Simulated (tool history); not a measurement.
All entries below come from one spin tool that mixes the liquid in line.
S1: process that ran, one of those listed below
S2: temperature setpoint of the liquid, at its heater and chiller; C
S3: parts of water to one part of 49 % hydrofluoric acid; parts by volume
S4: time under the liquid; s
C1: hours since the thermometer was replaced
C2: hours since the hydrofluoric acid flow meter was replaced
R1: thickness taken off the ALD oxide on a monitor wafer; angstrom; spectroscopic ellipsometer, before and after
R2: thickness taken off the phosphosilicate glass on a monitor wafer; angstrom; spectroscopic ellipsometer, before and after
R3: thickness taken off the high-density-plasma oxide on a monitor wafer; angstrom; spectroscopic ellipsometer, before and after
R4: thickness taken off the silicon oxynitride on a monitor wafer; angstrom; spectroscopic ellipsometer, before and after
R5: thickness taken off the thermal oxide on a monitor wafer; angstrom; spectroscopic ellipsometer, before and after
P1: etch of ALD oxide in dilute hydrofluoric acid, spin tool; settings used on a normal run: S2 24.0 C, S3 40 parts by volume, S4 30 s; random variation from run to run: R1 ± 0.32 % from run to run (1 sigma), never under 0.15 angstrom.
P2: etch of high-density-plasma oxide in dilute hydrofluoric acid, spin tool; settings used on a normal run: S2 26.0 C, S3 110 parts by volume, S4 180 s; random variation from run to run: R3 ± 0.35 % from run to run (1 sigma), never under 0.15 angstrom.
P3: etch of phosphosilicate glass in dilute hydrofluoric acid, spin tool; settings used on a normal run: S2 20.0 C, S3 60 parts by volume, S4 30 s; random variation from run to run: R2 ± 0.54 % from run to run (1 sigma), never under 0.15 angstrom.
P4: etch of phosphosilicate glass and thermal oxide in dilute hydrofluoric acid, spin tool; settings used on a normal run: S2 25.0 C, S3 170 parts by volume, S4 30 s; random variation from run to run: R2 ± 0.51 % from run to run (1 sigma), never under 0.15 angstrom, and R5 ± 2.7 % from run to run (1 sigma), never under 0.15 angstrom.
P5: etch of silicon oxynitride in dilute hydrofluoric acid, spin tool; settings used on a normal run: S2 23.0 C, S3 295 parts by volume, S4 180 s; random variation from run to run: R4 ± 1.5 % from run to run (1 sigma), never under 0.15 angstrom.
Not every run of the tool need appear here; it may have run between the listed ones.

run 1 hour=5.6 | S1=P1 S2=24.0 S3=40 S4=30 | C1=85.5 C2=573.1 | R1=103.290
run 2 hour=14.5 | S1=P3 S2=28.0 S3=60 S4=30 | C1=94.4 C2=582.0 | R2=364.680
run 3 hour=19.2 | S1=P1 S2=29.0 S3=40 S4=30 | C1=99.1 C2=586.7 | R1=126.460
run 4 hour=26.5 | S1=P2 S2=26.0 S3=110 S4=180 | C1=106.4 C2=594.0 | R3=86.854
run 5 hour=32.9 | S1=P1 S2=24.0 S3=40 S4=15 | C1=112.8 C2=600.4 | R1=51.426
run 6 hour=37.2 | S1=P2 S2=26.0 S3=180 S4=180 | C1=117.1 C2=604.7 | R3=48.961
run 7 hour=45.7 | S1=P1 S2=24.0 S3=40 S4=30 | C1=125.6 C2=613.2 | R1=103.500
run 8 hour=54.7 | S1=P2 S2=19.5 S3=110 S4=180 | C1=134.6 C2=622.2 | R3=66.729
run 9 hour=61.0 | S1=P1 S2=24.0 S3=40 S4=30 | C1=140.9 C2=628.5 | R1=102.950
run 10 hour=65.3 | S1=P3 S2=20.0 S3=60 S4=30 | C1=145.2 C2=632.8 | R2=259.640
run 11 hour=72.3 | S1=P2 S2=26.0 S3=110 S4=180 | C1=152.2 C2=639.8 | R3=86.957
run 12 hour=80.6 | S1=P5 S2=23.0 S3=295 S4=300 | C1=160.5 C2=648.1 | R4=24.153
run 13 hour=87.6 | S1=P1 S2=24.0 S3=60 S4=30 | C1=167.5 C2=655.1 | R1=67.094
run 14 hour=95.1 | S1=P3 S2=20.0 S3=90 S4=30 | C1=175.0 C2=662.6 | R2=169.860
run 15 hour=101.5 | S1=P5 S2=23.0 S3=120 S4=180 | C1=181.4 C2=669.0 | R4=39.107
run 16 hour=109.9 | S1=P1 S2=24.0 S3=40 S4=45 | C1=189.8 C2=677.4 | R1=154.630
run 17 hour=116.6 | S1=P2 S2=26.0 S3=110 S4=80 | C1=196.5 C2=684.1 | R3=38.499
run 18 hour=125.7 | S1=P1 S2=24.0 S3=40 S4=30 | C1=205.6 C2=693.2 | R1=103.420
run 19 hour=134.2 | S1=P4 S2=25.0 S3=295 S4=30 | C1=214.1 C2=701.7 | R2=62.004 R5=4.1536
run 20 hour=140.0 | S1=P4 S2=25.0 S3=170 S4=45 | C1=219.9 C2=707.5 | R2=182.130 R5=11.8630
run 21 hour=144.8 | S1=P1 S2=19.5 S3=40 S4=30 | C1=224.7 C2=712.3 | R1=85.329
run 22 hour=149.5 | S1=P1 S2=24.0 S3=40 S4=30 | C1=229.4 C2=717.0 | R1=103.130
run 23 hour=154.6 | S1=P1 S2=24.0 S3=40 S4=30 | C1=234.5 C2=722.1 | R1=102.860
run 24 hour=162.7 | S1=P1 S2=31.0 S3=60 S4=30 | C1=242.6 C2=730.2 | R1=88.358
run 25 hour=169.8 | S1=P3 S2=20.0 S3=60 S4=15 | C1=249.7 C2=737.3 | R2=131.390
run 26 hour=178.7 | S1=P1 S2=18.5 S3=65 S4=30 | C1=258.6 C2=746.2 | R1=49.168
run 27 hour=188.0 | S1=P5 S2=29.5 S3=295 S4=180 | C1=267.9 C2=755.5 | R4=18.313
run 28 hour=197.4 | S1=P4 S2=32.5 S3=170 S4=30 | C1=277.3 C2=764.9 | R2=160.530 R5=10.7080
run 29 hour=204.1 | S1=P4 S2=25.0 S3=170 S4=30 | C1=284.0 C2=771.6 | R2=122.070 R5=8.6917
run 30 hour=213.0 | S1=P5 S2=23.0 S3=295 S4=180 | C1=292.9 C2=780.5 | R4=13.892
run 31 hour=220.0 | S1=P1 S2=24.0 S3=20 S4=30 | C1=299.9 C2=787.5 | R1=210.980
run 32 hour=224.8 | S1=P1 S2=24.0 S3=40 S4=30 | C1=304.7 C2=792.3 | R1=103.380
run 33 hour=230.8 | S1=P1 S2=24.0 S3=40 S4=30 | C1=310.7 C2=798.3 | R1=99.036
run 34 hour=239.6 | S1=P1 S2=24.0 S3=40 S4=30 | C1=319.5 C2=807.1 | R1=96.583
run 35 hour=248.6 | S1=P1 S2=24.0 S3=40 S4=30 | C1=328.5 C2=816.1 | R1=95.251
run 36 hour=258.2 | S1=P1 S2=24.0 S3=40 S4=30 | C1=338.1 C2=825.7 | R1=94.785
run 37 hour=265.4 | S1=P1 S2=24.0 S3=40 S4=30 | C1=345.3 C2=832.9 | R1=93.975
run 38 hour=270.2 | S1=P1 S2=24.0 S3=40 S4=30 | C1=350.1 C2=837.7 | R1=94.319

The log shows P1 creeping away from where it was. Any of the 2 causes listed here, at the size stated for it, fits the log just as well as the others:
A: hydrofluoric acid flow below the setpoint (%) = 8.39
B: liquid colder than its thermometer reads (K) = 2.22
Onset of the creep was near hour 224.8.

Each of the 4 check runs below uses one wafer; its results are left as question marks. Which run tells the causes apart?
run check 1 hour=275.0 | S1=P4 S2=32.0 S3=295 S4=30 | R2=? R5=?
run check 2 hour=275.0 | S1=P2 S2=20.0 S3=110 S4=105 | R3=?
run check 3 hour=275.0 | S1=P3 S2=27.0 S3=60 S4=30 | R2=?
run check 4 hour=275.0 | S1=P5 S2=23.0 S3=130 S4=290 | R4=?

Predicted outcomes, by check and by cause:
check=check_1 result=R2 if_A=69.112 if_B=72.460
check=check_1 result=R5 if_A=4.5481 if_B=4.7684
check=check_2 result=R3 if_A=36.217 if_B=36.474
check=check_3 result=R2 if_A=317.520 if_B=319.480
check=check_4 result=R4 if_A=53.405 if_B=52.972
Separation of the two closest causes in each check, using whichever result separates them best: check 1 4.73 %; check 2 0.71 %; check 3 0.62 %; check 4 0.81 %
Check 1 distinguishes between the causes, while the remaining checks would return nearly the same result for all of them.

Check 1 was carried out, with these results: R2 72.037 angstrom; R5 5.0557 angstrom. Which of the listed causes is responsible?

B is the cause: liquid colder than its thermometer reads (K).

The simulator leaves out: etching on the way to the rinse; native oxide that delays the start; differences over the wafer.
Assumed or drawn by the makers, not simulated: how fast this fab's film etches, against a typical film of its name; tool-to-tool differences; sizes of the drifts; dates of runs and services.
